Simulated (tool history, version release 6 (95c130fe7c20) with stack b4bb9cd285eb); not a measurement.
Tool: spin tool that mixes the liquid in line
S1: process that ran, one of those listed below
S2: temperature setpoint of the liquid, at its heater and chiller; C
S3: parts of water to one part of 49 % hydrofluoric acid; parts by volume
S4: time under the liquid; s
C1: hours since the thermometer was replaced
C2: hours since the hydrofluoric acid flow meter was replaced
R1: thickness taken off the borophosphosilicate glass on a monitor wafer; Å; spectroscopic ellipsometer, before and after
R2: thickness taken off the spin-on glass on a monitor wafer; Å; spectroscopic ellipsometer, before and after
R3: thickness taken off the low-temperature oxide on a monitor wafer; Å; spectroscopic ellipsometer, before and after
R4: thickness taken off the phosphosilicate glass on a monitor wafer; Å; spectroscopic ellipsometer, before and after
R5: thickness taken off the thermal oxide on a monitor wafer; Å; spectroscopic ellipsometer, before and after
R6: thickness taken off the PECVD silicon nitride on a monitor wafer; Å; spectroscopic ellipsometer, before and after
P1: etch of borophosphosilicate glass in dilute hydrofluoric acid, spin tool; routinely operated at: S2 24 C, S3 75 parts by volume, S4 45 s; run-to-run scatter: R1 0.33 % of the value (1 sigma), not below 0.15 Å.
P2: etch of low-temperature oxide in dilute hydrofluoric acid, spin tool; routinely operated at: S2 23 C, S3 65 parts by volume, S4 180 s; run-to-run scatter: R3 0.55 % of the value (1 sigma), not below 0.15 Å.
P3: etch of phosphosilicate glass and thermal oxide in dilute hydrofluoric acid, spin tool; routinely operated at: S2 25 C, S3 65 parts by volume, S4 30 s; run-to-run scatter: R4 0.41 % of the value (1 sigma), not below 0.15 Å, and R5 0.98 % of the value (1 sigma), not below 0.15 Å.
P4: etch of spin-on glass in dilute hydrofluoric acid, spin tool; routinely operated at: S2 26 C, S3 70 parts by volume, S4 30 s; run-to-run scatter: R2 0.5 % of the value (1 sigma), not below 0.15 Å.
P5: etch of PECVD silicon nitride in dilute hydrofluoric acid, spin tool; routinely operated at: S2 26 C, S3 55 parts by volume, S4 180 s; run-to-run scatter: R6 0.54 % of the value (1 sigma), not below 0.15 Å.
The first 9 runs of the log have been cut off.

| run | hour | S1 | S2 | S3 | S4 | C1 | C2 | R1 | R2 | R3 | R4 | R5 | R6 |
|---|---|---|---|---|---|---|---|---|---|---|---|---|---|
| 10 | 108.3 | P1 | 24 | 75 | 85 | 622.2 | 1710.6 | 778.69 |  |  |  |  |  |
| 11 | 117 | P2 | 23 | 65 | 260 | 630.9 | 1719.3 |  |  | 500.58 |  |  |  |
| 12 | 124.8 | P2 | 23 | 65 | 180 | 638.7 | 1727.1 |  |  | 348.74 |  |  |  |
| 13 | 136.9 | P1 | 24 | 75 | 45 | 650.8 | 1739.2 | 413.04 |  |  |  |  |  |
| 14 | 144.1 | P3 | 25 | 65 | 55 | 658 | 1746.4 |  |  |  | 987.82 | 44.502 |  |
| 15 | 150.8 | P4 | 26 | 105 | 30 | 664.7 | 1753.1 |  | 165.56 |  |  |  |  |
| 16 | 161.4 | P1 | 29 | 20 | 45 | 675.3 | 1763.7 | 2044.4 |  |  |  |  |  |
| 17 | 168.4 | P1 | 24 | 75 | 45 | 682.3 | 1770.7 | 412.2 |  |  |  |  |  |
| 18 | 179.2 | P3 | 17.5 | 65 | 30 | 693.1 | 1781.5 |  |  |  | 397.18 | 17.705 |  |
| 19 | 191.8 | P1 | 24 | 75 | 45 | 705.7 | 1794.1 | 414.36 |  |  |  |  |  |
| 20 | 203.5 | P5 | 26 | 55 | 180 | 717.4 | 1805.8 |  |  |  |  |  | 78.961 |
| 21 | 215.9 | P1 | 30.5 | 75 | 45 | 729.8 | 1818.2 | 535.34 |  |  |  |  |  |
| 22 | 227.4 | P3 | 25 | 65 | 30 | 741.3 | 1829.7 |  |  |  | 547.24 | 24.431 |  |
| 23 | 237 | P2 | 23 | 65 | 180 | 750.9 | 1839.3 |  |  | 349.99 |  |  |  |
| 24 | 244.8 | P1 | 30.5 | 75 | 15 | 758.7 | 1847.1 | 176.71 |  |  |  |  |  |
| 25 | 257.8 | P2 | 27 | 65 | 180 | 771.7 | 1860.1 |  |  | 408.71 |  |  |  |
| 26 | 264.6 | P1 | 24 | 30 | 45 | 778.5 | 1866.9 | 1094.7 |  |  |  |  |  |
| 27 | 277.6 | P1 | 24 | 75 | 15 | 791.5 | 1879.9 | 137.4 |  |  |  |  |  |
| 28 | 285.3 | P1 | 19.5 | 75 | 45 | 799.2 | 1887.6 | 344.38 |  |  |  |  |  |
| 29 | 298 | P5 | 26 | 105 | 180 | 811.9 | 1900.3 |  |  |  |  |  | 41.725 |
| 30 | 308.3 | P5 | 26 | 55 | 15 | 822.2 | 1910.6 |  |  |  |  |  | 6.5033 |

Run 31 comes next. What will it give?
| 31 | 319.2 | P1 | 24 | 110 | 45 | 833.1 | 1921.5 | ? |  |  |  |  |  |

{"run 31": {"R1": 268.99}}
